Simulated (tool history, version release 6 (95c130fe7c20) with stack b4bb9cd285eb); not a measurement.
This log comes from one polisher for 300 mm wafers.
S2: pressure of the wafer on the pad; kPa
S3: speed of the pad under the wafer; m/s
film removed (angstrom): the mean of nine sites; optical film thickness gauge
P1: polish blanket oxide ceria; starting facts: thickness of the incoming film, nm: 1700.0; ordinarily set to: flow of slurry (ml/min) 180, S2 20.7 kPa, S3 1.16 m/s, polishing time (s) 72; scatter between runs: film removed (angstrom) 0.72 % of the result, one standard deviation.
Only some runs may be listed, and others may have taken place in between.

run 1 hour=10.1 | flow_of_slurry_(ml/min)=180 S2=20.7 S3=1.16 polishing_time_(s)=72 | film_removed_(angstrom)=3558.0
run 2 hour=16.6 | flow_of_slurry_(ml/min)=180 S2=31.0 S3=1.16 polishing_time_(s)=111 | film_removed_(angstrom)=8171.8
run 3 hour=28.4 | flow_of_slurry_(ml/min)=180 S2=20.7 S3=1.16 polishing_time_(s)=72 | film_removed_(angstrom)=3545.4
run 4 hour=39.3 | flow_of_slurry_(ml/min)=180 S2=20.7 S3=1.16 polishing_time_(s)=113 | film_removed_(angstrom)=5482.5
-- hour=41.1 worn pad replaced by a new one
run 5 hour=45.7 | flow_of_slurry_(ml/min)=180 S2=31.7 S3=1.16 polishing_time_(s)=72 | film_removed_(angstrom)=5446.3
run 6 hour=56.1 | flow_of_slurry_(ml/min)=180 S2=20.7 S3=1.16 polishing_time_(s)=72 | film_removed_(angstrom)=3501.1
run 7 hour=66.6 | flow_of_slurry_(ml/min)=110 S2=20.7 S3=1.16 polishing_time_(s)=72 | film_removed_(angstrom)=3230.2
run 8 hour=78.7 | flow_of_slurry_(ml/min)=180 S2=20.7 S3=1.16 polishing_time_(s)=72 | film_removed_(angstrom)=3538.4
run 9 hour=91.0 | flow_of_slurry_(ml/min)=110 S2=20.7 S3=1.56 polishing_time_(s)=72 | film_removed_(angstrom)=4360.6
run 10 hour=104.0 | flow_of_slurry_(ml/min)=180 S2=20.7 S3=0.52 polishing_time_(s)=72 | film_removed_(angstrom)=1577.9
run 11 hour=115.6 | flow_of_slurry_(ml/min)=240 S2=26.9 S3=1.16 polishing_time_(s)=72 | film_removed_(angstrom)=4720.3
run 12 hour=123.6 | flow_of_slurry_(ml/min)=180 S2=20.7 S3=1.76 polishing_time_(s)=72 | film_removed_(angstrom)=5369.1
run 13 hour=137.6 | flow_of_slurry_(ml/min)=180 S2=20.7 S3=1.16 polishing_time_(s)=32 | film_removed_(angstrom)=1566.3
run 14 hour=146.7 | flow_of_slurry_(ml/min)=180 S2=11.0 S3=1.16 polishing_time_(s)=72 | film_removed_(angstrom)=1869.2
run 15 hour=157.8 | flow_of_slurry_(ml/min)=250 S2=20.7 S3=1.16 polishing_time_(s)=72 | film_removed_(angstrom)=3694.1
run 16 hour=169.1 | flow_of_slurry_(ml/min)=180 S2=20.7 S3=1.16 polishing_time_(s)=72 | film_removed_(angstrom)=3533.7
run 17 hour=177.0 | flow_of_slurry_(ml/min)=180 S2=20.7 S3=1.16 polishing_time_(s)=72 | film_removed_(angstrom)=3564.5
run 18 hour=184.2 | flow_of_slurry_(ml/min)=180 S2=20.7 S3=1.16 polishing_time_(s)=72 | film_removed_(angstrom)=3436.3
run 19 hour=190.8 | flow_of_slurry_(ml/min)=180 S2=20.7 S3=1.16 polishing_time_(s)=72 | film_removed_(angstrom)=3405.6
run 20 hour=197.8 | flow_of_slurry_(ml/min)=180 S2=20.7 S3=1.16 polishing_time_(s)=72 | film_removed_(angstrom)=3287.8
run 21 hour=207.5 | flow_of_slurry_(ml/min)=180 S2=20.7 S3=1.16 polishing_time_(s)=72 | film_removed_(angstrom)=3274.2
run 22 hour=215.4 | flow_of_slurry_(ml/min)=180 S2=20.7 S3=1.16 polishing_time_(s)=72 | film_removed_(angstrom)=3246.0
-- hour=220.8 worn pad replaced by a new one
run 23 hour=223.7 | flow_of_slurry_(ml/min)=180 S2=20.7 S3=1.16 polishing_time_(s)=72 | film_removed_(angstrom)=3241.6
run 24 hour=237.1 | flow_of_slurry_(ml/min)=180 S2=20.7 S3=1.16 polishing_time_(s)=72 | film_removed_(angstrom)=3269.2

Run 25, settings as shown, results not yet in. Your forecast:
run 25 hour=251.3 | flow_of_slurry_(ml/min)=180 S2=20.7 S3=1.16 polishing_time_(s)=72 | film_removed_(angstrom)=?

{"run 25": {"film removed (angstrom)": 3200.5}}

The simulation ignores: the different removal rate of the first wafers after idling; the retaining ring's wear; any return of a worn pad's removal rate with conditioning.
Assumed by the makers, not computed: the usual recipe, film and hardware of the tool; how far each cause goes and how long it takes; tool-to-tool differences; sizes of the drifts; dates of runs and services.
